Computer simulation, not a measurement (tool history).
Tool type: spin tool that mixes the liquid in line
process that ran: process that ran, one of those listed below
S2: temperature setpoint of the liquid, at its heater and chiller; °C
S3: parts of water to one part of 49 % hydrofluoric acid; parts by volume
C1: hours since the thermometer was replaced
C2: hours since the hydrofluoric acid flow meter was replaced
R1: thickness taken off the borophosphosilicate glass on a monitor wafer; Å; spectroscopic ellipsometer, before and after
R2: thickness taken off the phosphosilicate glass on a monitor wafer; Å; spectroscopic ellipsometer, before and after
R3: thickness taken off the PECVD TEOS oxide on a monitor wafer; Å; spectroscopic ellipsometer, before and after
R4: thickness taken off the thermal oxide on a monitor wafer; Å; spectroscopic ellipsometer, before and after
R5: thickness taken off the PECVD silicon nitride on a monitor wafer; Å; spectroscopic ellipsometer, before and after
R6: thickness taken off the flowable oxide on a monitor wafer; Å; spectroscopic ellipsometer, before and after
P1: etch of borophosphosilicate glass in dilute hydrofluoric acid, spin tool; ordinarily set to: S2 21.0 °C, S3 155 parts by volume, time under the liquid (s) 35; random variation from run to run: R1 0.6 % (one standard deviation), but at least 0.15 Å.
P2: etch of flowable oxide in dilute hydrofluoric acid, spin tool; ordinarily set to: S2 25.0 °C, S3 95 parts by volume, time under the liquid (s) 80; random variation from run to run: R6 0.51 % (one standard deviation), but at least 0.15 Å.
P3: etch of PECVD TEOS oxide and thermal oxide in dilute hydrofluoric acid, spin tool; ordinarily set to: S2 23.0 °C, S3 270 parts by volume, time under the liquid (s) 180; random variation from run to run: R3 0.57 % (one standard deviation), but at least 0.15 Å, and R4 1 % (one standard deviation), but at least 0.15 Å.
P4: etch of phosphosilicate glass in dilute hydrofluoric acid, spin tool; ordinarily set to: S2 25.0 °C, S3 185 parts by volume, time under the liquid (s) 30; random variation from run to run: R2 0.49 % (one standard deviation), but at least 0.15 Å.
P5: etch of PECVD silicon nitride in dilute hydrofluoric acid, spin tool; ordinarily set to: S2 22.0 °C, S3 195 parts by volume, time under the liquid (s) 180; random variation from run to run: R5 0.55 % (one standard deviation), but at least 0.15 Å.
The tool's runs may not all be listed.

{"run": 1, "hour": 5.7, "process that ran": "P1", "S2": 21.0, "S3": 155, "time under the liquid (s)": 35, "C1": 495.8, "C2": 547.4, "R1": 58.83}
{"run": 2, "hour": 12.8, "process that ran": "P1", "S2": 21.0, "S3": 155, "time under the liquid (s)": 50, "C1": 502.9, "C2": 554.5, "R1": 84.593}
{"run": 3, "hour": 18.4, "process that ran": "P4", "S2": 30.0, "S3": 185, "time under the liquid (s)": 30, "C1": 508.5, "C2": 560.1, "R2": 219.14}
{"run": 4, "hour": 25.8, "process that ran": "P3", "S2": 23.0, "S3": 480, "time under the liquid (s)": 180, "C1": 515.9, "C2": 567.5, "R3": 46.111, "R4": 10.876}
{"run": 5, "hour": 37.0, "process that ran": "P3", "S2": 23.0, "S3": 270, "time under the liquid (s)": 180, "C1": 527.1, "C2": 578.7, "R3": 97.996, "R4": 23.304}
{"run": 6, "hour": 43.2, "process that ran": "P5", "S2": 17.0, "S3": 195, "time under the liquid (s)": 180, "C1": 533.3, "C2": 584.9, "R5": 34.056}
{"run": 7, "hour": 54.3, "process that ran": "P2", "S2": 25.0, "S3": 95, "time under the liquid (s)": 80, "C1": 544.4, "C2": 596.0, "R6": 406.1}
{"run": 8, "hour": 65.7, "process that ran": "P5", "S2": 22.0, "S3": 345, "time under the liquid (s)": 180, "C1": 555.8, "C2": 607.4, "R5": 27.242}
{"run": 9, "hour": 77.1, "process that ran": "P1", "S2": 21.0, "S3": 155, "time under the liquid (s)": 35, "C1": 567.2, "C2": 618.8, "R1": 58.767}
{"run": 10, "hour": 84.4, "process that ran": "P3", "S2": 23.0, "S3": 270, "time under the liquid (s)": 320, "C1": 574.5, "C2": 626.1, "R3": 173.66, "R4": 43.186}
{"run": 11, "hour": 92.1, "process that ran": "P4", "S2": 25.0, "S3": 100, "time under the liquid (s)": 30, "C1": 582.2, "C2": 633.8, "R2": 377.36}
{"hour": 94.7, "done": "hydrofluoric acid flow meter replaced"}
{"run": 12, "hour": 100.8, "process that ran": "P2", "S2": 32.5, "S3": 95, "time under the liquid (s)": 80, "C1": 590.9, "C2": 6.1, "R6": 542.95}
{"run": 13, "hour": 111.8, "process that ran": "P1", "S2": 21.0, "S3": 155, "time under the liquid (s)": 35, "C1": 601.9, "C2": 17.1, "R1": 58.889}
{"run": 14, "hour": 120.0, "process that ran": "P5", "S2": 22.0, "S3": 195, "time under the liquid (s)": 275, "C1": 610.1, "C2": 25.3, "R5": 72.306}
{"run": 15, "hour": 125.2, "process that ran": "P1", "S2": 21.0, "S3": 155, "time under the liquid (s)": 35, "C1": 615.3, "C2": 30.5, "R1": 59.408}
{"run": 16, "hour": 131.0, "process that ran": "P3", "S2": 28.0, "S3": 270, "time under the liquid (s)": 180, "C1": 621.1, "C2": 36.3, "R3": 117.14, "R4": 28.446}
{"run": 17, "hour": 139.9, "process that ran": "P1", "S2": 17.0, "S3": 35, "time under the liquid (s)": 35, "C1": 630.0, "C2": 45.2, "R1": 253.12}
{"run": 18, "hour": 146.4, "process that ran": "P1", "S2": 21.0, "S3": 155, "time under the liquid (s)": 15, "C1": 636.5, "C2": 51.7, "R1": 24.974}
{"run": 19, "hour": 157.9, "process that ran": "P2", "S2": 25.0, "S3": 95, "time under the liquid (s)": 80, "C1": 648.0, "C2": 63.2, "R6": 407.79}
{"run": 20, "hour": 167.9, "process that ran": "P1", "S2": 21.0, "S3": 265, "time under the liquid (s)": 35, "C1": 658.0, "C2": 73.2, "R1": 31.456}
{"run": 21, "hour": 175.6, "process that ran": "P2", "S2": 25.0, "S3": 95, "time under the liquid (s)": 160, "C1": 665.7, "C2": 80.9, "R6": 822.86}
{"run": 22, "hour": 186.6, "process that ran": "P4", "S2": 25.0, "S3": 185, "time under the liquid (s)": 15, "C1": 676.7, "C2": 91.9, "R2": 92.032}
{"run": 23, "hour": 193.9, "process that ran": "P4", "S2": 25.0, "S3": 185, "time under the liquid (s)": 30, "C1": 684.0, "C2": 99.2, "R2": 182.18}
{"run": 24, "hour": 201.7, "process that ran": "P1", "S2": 21.0, "S3": 155, "time under the liquid (s)": 35, "C1": 691.8, "C2": 107.0, "R1": 59.166}
{"run": 25, "hour": 209.3, "process that ran": "P1", "S2": 21.0, "S3": 55, "time under the liquid (s)": 35, "C1": 699.4, "C2": 114.6, "R1": 186.91}
{"run": 26, "hour": 214.7, "process that ran": "P1", "S2": 26.0, "S3": 155, "time under the liquid (s)": 35, "C1": 704.8, "C2": 120.0, "R1": 71.648}
{"run": 27, "hour": 222.4, "process that ran": "P1", "S2": 21.0, "S3": 155, "time under the liquid (s)": 35, "C1": 712.5, "C2": 127.7, "R1": 59.386}
{"run": 28, "hour": 231.6, "process that ran": "P1", "S2": 17.0, "S3": 155, "time under the liquid (s)": 35, "C1": 721.7, "C2": 136.9, "R1": 50.277}
{"run": 29, "hour": 239.3, "process that ran": "P5", "S2": 22.0, "S3": 195, "time under the liquid (s)": 180, "C1": 729.4, "C2": 144.6, "R5": 46.772}
{"run": 30, "hour": 250.9, "process that ran": "P2", "S2": 25.0, "S3": 155, "time under the liquid (s)": 80, "C1": 741.0, "C2": 156.2, "R6": 233.06}
{"run": 31, "hour": 260.0, "process that ran": "P1", "S2": 21.0, "S3": 155, "time under the liquid (s)": 35, "C1": 750.1, "C2": 165.3, "R1": 59.524}
{"run": 32, "hour": 267.1, "process that ran": "P1", "S2": 21.0, "S3": 155, "time under the liquid (s)": 35, "C1": 757.2, "C2": 172.4, "R1": 59.95}
{"run": 33, "hour": 278.2, "process that ran": "P1", "S2": 21.0, "S3": 155, "time under the liquid (s)": 35, "C1": 768.3, "C2": 183.5, "R1": 61.541}
{"run": 34, "hour": 283.8, "process that ran": "P1", "S2": 21.0, "S3": 155, "time under the liquid (s)": 35, "C1": 773.9, "C2": 189.1, "R1": 61.107}
{"run": 35, "hour": 290.8, "process that ran": "P1", "S2": 21.0, "S3": 155, "time under the liquid (s)": 35, "C1": 780.9, "C2": 196.1, "R1": 61.852}
{"run": 36, "hour": 302.3, "process that ran": "P1", "S2": 21.0, "S3": 155, "time under the liquid (s)": 35, "C1": 792.4, "C2": 207.6, "R1": 61.616}
{"run": 37, "hour": 311.8, "process that ran": "P1", "S2": 21.0, "S3": 155, "time under the liquid (s)": 35, "C1": 801.9, "C2": 217.1, "R1": 62.139}
{"run": 38, "hour": 322.5, "process that ran": "P1", "S2": 21.0, "S3": 155, "time under the liquid (s)": 35, "C1": 812.6, "C2": 227.8, "R1": 62.131}
{"run": 39, "hour": 333.1, "process that ran": "P1", "S2": 21.0, "S3": 155, "time under the liquid (s)": 35, "C1": 823.2, "C2": 238.4, "R1": 62.185}
{"run": 40, "hour": 344.3, "process that ran": "P1", "S2": 21.0, "S3": 155, "time under the liquid (s)": 35, "C1": 834.4, "C2": 249.6, "R1": 62.723}
{"run": 41, "hour": 350.6, "process that ran": "P1", "S2": 21.0, "S3": 155, "time under the liquid (s)": 35, "C1": 840.7, "C2": 255.9, "R1": 62.625}

The output of P1 has drifted from where it used to be. Each of the 2 causes below, taken at the size shown beside it, accounts for the log equally well:
A: hydrofluoric acid flow above the setpoint (%) = 5.15
B: liquid hotter than its thermometer reads (K) = 1.5
The creep began at about hour 260.0.

Consider the 4 single-wafer check runs listed below, results given as question marks: which one distinguishes between the causes by giving clearly different results for each?
{"run": "check 1", "hour": 356.9, "process that ran": "P2", "S2": 25.0, "S3": 95, "time under the liquid (s)": 80, "R6": "?"}
{"run": "check 2", "hour": 356.9, "process that ran": "P5", "S2": 22.0, "S3": 195, "time under the liquid (s)": 180, "R5": "?"}
{"run": "check 3", "hour": 356.9, "process that ran": "P3", "S2": 23.0, "S3": 270, "time under the liquid (s)": 180, "R3": "?", "R4": "?"}
{"run": "check 4", "hour": 356.9, "process that ran": "P4", "S2": 25.0, "S3": 185, "time under the liquid (s)": 30, "R2": "?"}

What each check would give under each cause:
check=check_1 result=R6 if_A=432.63 if_B=433.76
check=check_2 result=R5 if_A=49.768 if_B=52.158
check=check_3 result=R3 if_A=104.830 if_B=103.790
check=check_3 result=R4 if_A=25.589 if_B=25.334
check=check_4 result=R2 if_A=194.900 if_B=193.830
Separation of the two closest causes in each check, using whichever result separates them best: check 1 0.26 %; check 2 4.69 %; check 3 1 %; check 4 0.55 %
Only check 2 tells the causes apart: in the others they would give nearly the same result.

Check 2 was then run and gave: R5 52.178 Å. Which cause is it?

It was cause B: liquid hotter than its thermometer reads (K).
